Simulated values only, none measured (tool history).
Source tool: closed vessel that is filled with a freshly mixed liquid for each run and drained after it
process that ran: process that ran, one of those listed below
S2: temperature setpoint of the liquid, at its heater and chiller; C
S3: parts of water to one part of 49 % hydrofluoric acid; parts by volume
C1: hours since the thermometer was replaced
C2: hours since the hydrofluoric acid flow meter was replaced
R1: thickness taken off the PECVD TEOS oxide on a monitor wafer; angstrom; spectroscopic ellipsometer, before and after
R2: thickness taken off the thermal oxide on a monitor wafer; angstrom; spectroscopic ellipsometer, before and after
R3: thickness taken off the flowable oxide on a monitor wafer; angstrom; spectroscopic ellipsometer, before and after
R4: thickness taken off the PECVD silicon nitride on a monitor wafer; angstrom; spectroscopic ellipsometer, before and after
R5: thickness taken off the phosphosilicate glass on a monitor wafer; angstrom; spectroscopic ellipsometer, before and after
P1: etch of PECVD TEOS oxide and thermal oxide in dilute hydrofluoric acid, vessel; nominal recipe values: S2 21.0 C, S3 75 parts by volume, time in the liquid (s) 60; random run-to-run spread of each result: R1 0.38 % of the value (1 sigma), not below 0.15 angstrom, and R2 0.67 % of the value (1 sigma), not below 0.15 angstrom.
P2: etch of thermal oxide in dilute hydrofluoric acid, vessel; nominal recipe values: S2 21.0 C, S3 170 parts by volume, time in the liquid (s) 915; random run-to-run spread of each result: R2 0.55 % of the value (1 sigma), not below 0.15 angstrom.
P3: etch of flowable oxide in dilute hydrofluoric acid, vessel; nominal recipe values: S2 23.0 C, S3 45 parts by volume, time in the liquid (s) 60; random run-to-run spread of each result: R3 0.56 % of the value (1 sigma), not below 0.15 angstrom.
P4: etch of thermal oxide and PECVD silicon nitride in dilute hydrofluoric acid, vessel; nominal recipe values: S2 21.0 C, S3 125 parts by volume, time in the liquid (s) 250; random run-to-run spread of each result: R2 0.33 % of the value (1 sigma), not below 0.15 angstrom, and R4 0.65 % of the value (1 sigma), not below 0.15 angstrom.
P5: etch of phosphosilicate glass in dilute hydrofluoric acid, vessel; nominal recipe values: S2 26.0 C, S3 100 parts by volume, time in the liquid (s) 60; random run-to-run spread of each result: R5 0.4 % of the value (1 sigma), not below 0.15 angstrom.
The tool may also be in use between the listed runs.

{"run": 1, "hour": 2.6, "process that ran": "P1", "S2": 21.0, "S3": 75, "time in the liquid (s)": 60, "C1": 932.8, "C2": 77.6, "R1": 189.85, "R2": 33.023}
{"run": 2, "hour": 5.1, "process that ran": "P2", "S2": 21.0, "S3": 50, "time in the liquid (s)": 915, "C1": 935.3, "C2": 80.1, "R2": 796.13}
{"run": 3, "hour": 8.3, "process that ran": "P3", "S2": 27.5, "S3": 45, "time in the liquid (s)": 60, "C1": 938.5, "C2": 83.3, "R3": 868.25}
{"run": 4, "hour": 12.2, "process that ran": "P1", "S2": 21.0, "S3": 110, "time in the liquid (s)": 60, "C1": 942.4, "C2": 87.2, "R1": 123.34, "R2": 21.567}
{"run": 5, "hour": 16.2, "process that ran": "P1", "S2": 21.0, "S3": 75, "time in the liquid (s)": 60, "C1": 946.4, "C2": 91.2, "R1": 190.09, "R2": 33.049}
{"run": 6, "hour": 19.0, "process that ran": "P2", "S2": 21.0, "S3": 170, "time in the liquid (s)": 915, "C1": 949.2, "C2": 94.0, "R2": 203.66}
{"run": 7, "hour": 21.5, "process that ran": "P2", "S2": 21.0, "S3": 170, "time in the liquid (s)": 915, "C1": 951.7, "C2": 96.5, "R2": 205.51}
{"run": 8, "hour": 24.2, "process that ran": "P4", "S2": 17.0, "S3": 125, "time in the liquid (s)": 250, "C1": 954.4, "C2": 99.2, "R2": 67.178, "R4": 33.926}
{"run": 9, "hour": 27.2, "process that ran": "P1", "S2": 21.0, "S3": 75, "time in the liquid (s)": 60, "C1": 957.4, "C2": 102.2, "R1": 189.77, "R2": 33.405}
{"run": 10, "hour": 29.9, "process that ran": "P1", "S2": 21.0, "S3": 75, "time in the liquid (s)": 60, "C1": 960.1, "C2": 104.9, "R1": 188.92, "R2": 33.832}
{"run": 11, "hour": 34.0, "process that ran": "P4", "S2": 21.0, "S3": 125, "time in the liquid (s)": 380, "C1": 964.2, "C2": 109.0, "R2": 120.0, "R4": 69.209}
{"run": 12, "hour": 37.7, "process that ran": "P1", "S2": 21.0, "S3": 30, "time in the liquid (s)": 110, "C1": 967.9, "C2": 112.7, "R1": 916.94, "R2": 162.44}
{"run": 13, "hour": 40.7, "process that ran": "P3", "S2": 23.0, "S3": 45, "time in the liquid (s)": 60, "C1": 970.9, "C2": 115.7, "R3": 726.75}
{"run": 14, "hour": 43.1, "process that ran": "P5", "S2": 26.0, "S3": 100, "time in the liquid (s)": 60, "C1": 973.3, "C2": 118.1, "R5": 678.86}
{"run": 15, "hour": 47.4, "process that ran": "P2", "S2": 21.0, "S3": 170, "time in the liquid (s)": 1780, "C1": 977.6, "C2": 122.4, "R2": 395.82}
{"run": 16, "hour": 51.3, "process that ran": "P1", "S2": 21.0, "S3": 20, "time in the liquid (s)": 60, "C1": 981.5, "C2": 126.3, "R1": 755.72, "R2": 133.46}
{"run": 17, "hour": 54.4, "process that ran": "P1", "S2": 25.0, "S3": 75, "time in the liquid (s)": 60, "C1": 984.6, "C2": 129.4, "R1": 222.49, "R2": 39.412}
{"run": 18, "hour": 57.3, "process that ran": "P3", "S2": 23.0, "S3": 75, "time in the liquid (s)": 60, "C1": 987.5, "C2": 132.3, "R3": 420.53}
{"run": 19, "hour": 59.6, "process that ran": "P2", "S2": 17.0, "S3": 170, "time in the liquid (s)": 915, "C1": 989.8, "C2": 134.6, "R2": 173.54}
{"run": 20, "hour": 62.4, "process that ran": "P4", "S2": 21.0, "S3": 125, "time in the liquid (s)": 250, "C1": 992.6, "C2": 137.4, "R2": 79.622, "R4": 44.386}
{"run": 21, "hour": 64.4, "process that ran": "P1", "S2": 21.0, "S3": 75, "time in the liquid (s)": 110, "C1": 994.6, "C2": 139.4, "R1": 349.99, "R2": 60.389}
{"run": 22, "hour": 66.9, "process that ran": "P3", "S2": 23.0, "S3": 45, "time in the liquid (s)": 60, "C1": 997.1, "C2": 141.9, "R3": 730.01}
{"run": 23, "hour": 69.8, "process that ran": "P1", "S2": 21.0, "S3": 75, "time in the liquid (s)": 30, "C1": 1000.0, "C2": 144.8, "R1": 95.193, "R2": 16.777}
{"run": 24, "hour": 72.5, "process that ran": "P1", "S2": 17.0, "S3": 40, "time in the liquid (s)": 60, "C1": 1002.7, "C2": 147.5, "R1": 312.58, "R2": 54.79}
{"run": 25, "hour": 76.7, "process that ran": "P1", "S2": 17.0, "S3": 75, "time in the liquid (s)": 60, "C1": 1006.9, "C2": 151.7, "R1": 160.63, "R2": 28.056}
{"run": 26, "hour": 79.4, "process that ran": "P1", "S2": 21.0, "S3": 75, "time in the liquid (s)": 60, "C1": 1009.6, "C2": 154.4, "R1": 188.88, "R2": 33.361}
{"run": 27, "hour": 82.8, "process that ran": "P5", "S2": 26.0, "S3": 100, "time in the liquid (s)": 30, "C1": 1013.0, "C2": 157.8, "R5": 336.94}
{"run": 28, "hour": 86.9, "process that ran": "P5", "S2": 20.0, "S3": 100, "time in the liquid (s)": 60, "C1": 1017.1, "C2": 161.9, "R5": 534.27}
{"run": 29, "hour": 90.6, "process that ran": "P3", "S2": 23.0, "S3": 45, "time in the liquid (s)": 30, "C1": 1020.8, "C2": 165.6, "R3": 363.13}
{"run": 30, "hour": 93.1, "process that ran": "P5", "S2": 26.0, "S3": 100, "time in the liquid (s)": 60, "C1": 1023.3, "C2": 168.1, "R5": 670.26}
{"run": 31, "hour": 95.3, "process that ran": "P1", "S2": 29.0, "S3": 75, "time in the liquid (s)": 110, "C1": 1025.5, "C2": 170.3, "R1": 479.06, "R2": 83.432}
{"run": 32, "hour": 98.6, "process that ran": "P5", "S2": 26.0, "S3": 35, "time in the liquid (s)": 60, "C1": 1028.8, "C2": 173.6, "R5": 2109.6}
{"run": 33, "hour": 102.6, "process that ran": "P4", "S2": 21.0, "S3": 225, "time in the liquid (s)": 250, "C1": 1032.8, "C2": 177.6, "R2": 39.863, "R4": 25.437}
{"run": 34, "hour": 106.7, "process that ran": "P1", "S2": 21.0, "S3": 75, "time in the liquid (s)": 60, "C1": 1036.9, "C2": 181.7, "R1": 189.07, "R2": 32.674}
{"run": 35, "hour": 109.9, "process that ran": "P1", "S2": 21.0, "S3": 75, "time in the liquid (s)": 60, "C1": 1040.1, "C2": 184.9, "R1": 184.65, "R2": 32.421}
{"run": 36, "hour": 112.5, "process that ran": "P1", "S2": 21.0, "S3": 75, "time in the liquid (s)": 60, "C1": 1042.7, "C2": 187.5, "R1": 181.07, "R2": 32.231}
{"run": 37, "hour": 114.4, "process that ran": "P1", "S2": 21.0, "S3": 75, "time in the liquid (s)": 60, "C1": 1044.6, "C2": 189.4, "R1": 180.51, "R2": 30.846}
{"run": 38, "hour": 118.7, "process that ran": "P1", "S2": 21.0, "S3": 75, "time in the liquid (s)": 60, "C1": 1048.9, "C2": 193.7, "R1": 177.03, "R2": 31.339}
{"run": 39, "hour": 121.3, "process that ran": "P1", "S2": 21.0, "S3": 75, "time in the liquid (s)": 60, "C1": 1051.5, "C2": 196.3, "R1": 175.25, "R2": 30.814}
{"run": 40, "hour": 124.9, "process that ran": "P1", "S2": 21.0, "S3": 75, "time in the liquid (s)": 60, "C1": 1055.1, "C2": 199.9, "R1": 175.46, "R2": 30.852}
{"run": 41, "hour": 128.2, "process that ran": "P1", "S2": 21.0, "S3": 75, "time in the liquid (s)": 60, "C1": 1058.4, "C2": 203.2, "R1": 173.9, "R2": 30.615}
{"run": 42, "hour": 131.6, "process that ran": "P1", "S2": 21.0, "S3": 75, "time in the liquid (s)": 60, "C1": 1061.8, "C2": 206.6, "R1": 174.1, "R2": 30.529}
{"run": 43, "hour": 135.2, "process that ran": "P1", "S2": 21.0, "S3": 75, "time in the liquid (s)": 60, "C1": 1065.4, "C2": 210.2, "R1": 173.37, "R2": 30.23}
{"run": 44, "hour": 138.8, "process that ran": "P1", "S2": 21.0, "S3": 75, "time in the liquid (s)": 60, "C1": 1069.0, "C2": 213.8, "R1": 174.17, "R2": 30.121}
{"run": 45, "hour": 142.5, "process that ran": "P1", "S2": 21.0, "S3": 75, "time in the liquid (s)": 60, "C1": 1072.7, "C2": 217.5, "R1": 174.93, "R2": 30.509}

Compared with where it was, what P1 gives has crept away. Each cause listed below fits the log as well as the rest, at the size given for it:
A: liquid colder than its thermometer reads (K) = 2.13
B: hydrofluoric acid flow below the setpoint (%) = 7.8
The gradual shift began around hour 106.7.

Below are 4 check runs, each averaged over 2 wafers, with their results shown as question marks. Which of them would give clearly different results depending on which cause is behind the drift?
{"run": "check 1", "hour": 146.2, "process that ran": "P2", "S2": 17.0, "S3": 170, "time in the liquid (s)": 915, "R2": "?"}
{"run": "check 2", "hour": 146.2, "process that ran": "P4", "S2": 17.0, "S3": 190, "time in the liquid (s)": 250, "R2": "?", "R4": "?"}
{"run": "check 3", "hour": 146.2, "process that ran": "P5", "S2": 26.0, "S3": 45, "time in the liquid (s)": 30, "R5": "?"}
{"run": "check 4", "hour": 146.2, "process that ran": "P3", "S2": 23.0, "S3": 60, "time in the liquid (s)": 60, "R3": "?"}

Check results expected under each cause:
check=check_1 result=R2 if_A=159.180 if_B=158.010
check=check_2 result=R2 if_A=38.135 if_B=37.772
check=check_2 result=R4 if_A=19.659 if_B=21.036
check=check_3 result=R5 if_A=742.53 if_B=743.11
check=check_4 result=R3 if_A=491.13 if_B=491.48
Separation of the two closest causes in each check, using whichever result separates them best: check 1 0.74 %; check 2 6.77 %; check 3 0.08 %; check 4 0.07 %
Check 2 tells the causes apart: in the others they would give nearly the same result.

With check 2 done, the readings were: R2 38.052 angstrom; R4 21.163 angstrom. Identify which of the listed causes applies.

The cause is B: hydrofluoric acid flow below the setpoint (%).
